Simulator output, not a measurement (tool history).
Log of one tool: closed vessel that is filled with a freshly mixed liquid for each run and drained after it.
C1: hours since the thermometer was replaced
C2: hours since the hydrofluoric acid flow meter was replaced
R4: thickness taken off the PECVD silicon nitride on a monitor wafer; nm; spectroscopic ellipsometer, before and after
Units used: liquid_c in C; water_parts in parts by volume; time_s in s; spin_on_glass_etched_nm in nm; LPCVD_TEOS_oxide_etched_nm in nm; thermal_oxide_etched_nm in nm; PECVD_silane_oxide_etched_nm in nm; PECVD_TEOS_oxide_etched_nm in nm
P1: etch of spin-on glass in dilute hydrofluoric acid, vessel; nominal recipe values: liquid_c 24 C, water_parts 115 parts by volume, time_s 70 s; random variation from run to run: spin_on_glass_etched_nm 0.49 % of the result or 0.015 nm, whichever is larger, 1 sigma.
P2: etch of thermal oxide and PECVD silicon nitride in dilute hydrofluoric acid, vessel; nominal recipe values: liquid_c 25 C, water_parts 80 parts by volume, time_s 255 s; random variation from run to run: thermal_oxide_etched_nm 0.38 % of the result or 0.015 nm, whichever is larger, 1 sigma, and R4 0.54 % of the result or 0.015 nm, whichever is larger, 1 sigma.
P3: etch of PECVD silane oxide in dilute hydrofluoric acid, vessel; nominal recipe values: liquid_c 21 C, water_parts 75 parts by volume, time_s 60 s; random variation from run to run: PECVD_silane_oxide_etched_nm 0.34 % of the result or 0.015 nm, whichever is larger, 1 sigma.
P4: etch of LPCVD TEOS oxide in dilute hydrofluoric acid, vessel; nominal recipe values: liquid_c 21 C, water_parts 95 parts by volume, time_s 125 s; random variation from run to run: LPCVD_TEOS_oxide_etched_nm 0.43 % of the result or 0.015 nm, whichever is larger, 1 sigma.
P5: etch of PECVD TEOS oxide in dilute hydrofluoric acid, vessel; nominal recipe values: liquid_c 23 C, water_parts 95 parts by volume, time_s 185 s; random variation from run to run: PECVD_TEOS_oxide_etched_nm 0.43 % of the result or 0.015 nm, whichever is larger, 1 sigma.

run 1 day=0.538 | process=P1 liquid_c=24 water_parts=115 time_s=70 | C1=416.5 C2=93.2 | spin_on_glass_etched_nm=15.8470
run 2 day=1.058 | process=P4 liquid_c=25 water_parts=95 time_s=125 | C1=429.0 C2=105.7 | LPCVD_TEOS_oxide_etched_nm=39.275
run 3 day=1.717 | process=P2 liquid_c=25 water_parts=80 time_s=255 | C1=444.8 C2=121.5 | thermal_oxide_etched_nm=16.363 R4=14.169
run 4 day=2.125 | process=P3 liquid_c=21 water_parts=75 time_s=60 | C1=454.6 C2=131.3 | PECVD_silane_oxide_etched_nm=13.629
run 5 day=2.604 | process=P1 liquid_c=24 water_parts=115 time_s=70 | C1=466.1 C2=142.8 | spin_on_glass_etched_nm=15.6900
run 6 day=3.042 | process=P3 liquid_c=21 water_parts=75 time_s=60 | C1=476.6 C2=153.3 | PECVD_silane_oxide_etched_nm=13.660
run 7 day=3.433 | process=P1 liquid_c=24 water_parts=115 time_s=70 | C1=486.0 C2=162.7 | spin_on_glass_etched_nm=15.7310
run 8 day=3.846 | process=P1 liquid_c=30 water_parts=115 time_s=70 | C1=495.9 C2=172.6 | spin_on_glass_etched_nm=19.8350
run 9 day=4.279 | process=P4 liquid_c=21 water_parts=95 time_s=125 | C1=506.3 C2=183.0 | LPCVD_TEOS_oxide_etched_nm=33.555
run 10 day=4.971 | process=P3 liquid_c=17 water_parts=75 time_s=60 | C1=522.9 C2=199.6 | PECVD_silane_oxide_etched_nm=11.491
run 11 day=5.512 | process=P2 liquid_c=25 water_parts=40 time_s=255 | C1=535.9 C2=212.6 | thermal_oxide_etched_nm=34.525 R4=27.833
run 12 day=5.879 | process=P5 liquid_c=23 water_parts=95 time_s=310 | C1=544.7 C2=221.4 | PECVD_TEOS_oxide_etched_nm=34.926
run 13 day=6.579 | process=P1 liquid_c=24 water_parts=115 time_s=70 | C1=561.5 C2=238.2 | spin_on_glass_etched_nm=15.7250
run 14 day=6.912 | process=P2 liquid_c=25 water_parts=80 time_s=430 | C1=569.5 C2=246.2 | thermal_oxide_etched_nm=27.525 R4=24.039
run 15 day=7.467 | process=P1 liquid_c=17 water_parts=115 time_s=70 | C1=582.8 C2=259.5 | spin_on_glass_etched_nm=11.9320
run 16 day=8.021 | process=P4 liquid_c=21 water_parts=95 time_s=70 | C1=596.1 C2=272.8 | LPCVD_TEOS_oxide_etched_nm=18.708
run 17 day=8.392 | process=P3 liquid_c=21 water_parts=120 time_s=60 | C1=605.0 C2=281.7 | PECVD_silane_oxide_etched_nm=8.121
run 18 day=8.979 | process=P1 liquid_c=24 water_parts=55 time_s=70 | C1=619.1 C2=295.8 | spin_on_glass_etched_nm=35.7820
run 19 day=9.533 | process=P5 liquid_c=23 water_parts=155 time_s=185 | C1=632.4 C2=309.1 | PECVD_TEOS_oxide_etched_nm=11.771
run 20 day=10.154 | process=P1 liquid_c=32 water_parts=205 time_s=70 | C1=647.3 C2=324.0 | spin_on_glass_etched_nm=10.5540
run 21 day=10.604 | process=P5 liquid_c=17 water_parts=95 time_s=185 | C1=658.1 C2=334.8 | PECVD_TEOS_oxide_etched_nm=16.083
run 22 day=11.042 | process=P1 liquid_c=24 water_parts=115 time_s=35 | C1=668.6 C2=345.3 | spin_on_glass_etched_nm=7.8409
run 23 day=11.617 | process=P2 liquid_c=30 water_parts=80 time_s=255 | C1=682.4 C2=359.1 | thermal_oxide_etched_nm=19.828 R4=19.656
run 24 day=11.971 | process=P4 liquid_c=21 water_parts=95 time_s=125 | C1=690.9 C2=367.6 | LPCVD_TEOS_oxide_etched_nm=33.656
run 25 day=12.346 | process=P3 liquid_c=21 water_parts=75 time_s=105 | C1=699.9 C2=376.6 | PECVD_silane_oxide_etched_nm=23.927
run 26 day=12.804 | process=P1 liquid_c=24 water_parts=115 time_s=70 | C1=710.9 C2=387.6 | spin_on_glass_etched_nm=15.7830

Run 27, settings as shown, results not yet in. Your forecast:
run 27 day=13.254 | process=P1 liquid_c=24 water_parts=115 time_s=70 | C1=721.7 C2=398.4 | spin_on_glass_etched_nm=?

{"run 27": {"spin_on_glass_etched_nm": 15.733}}
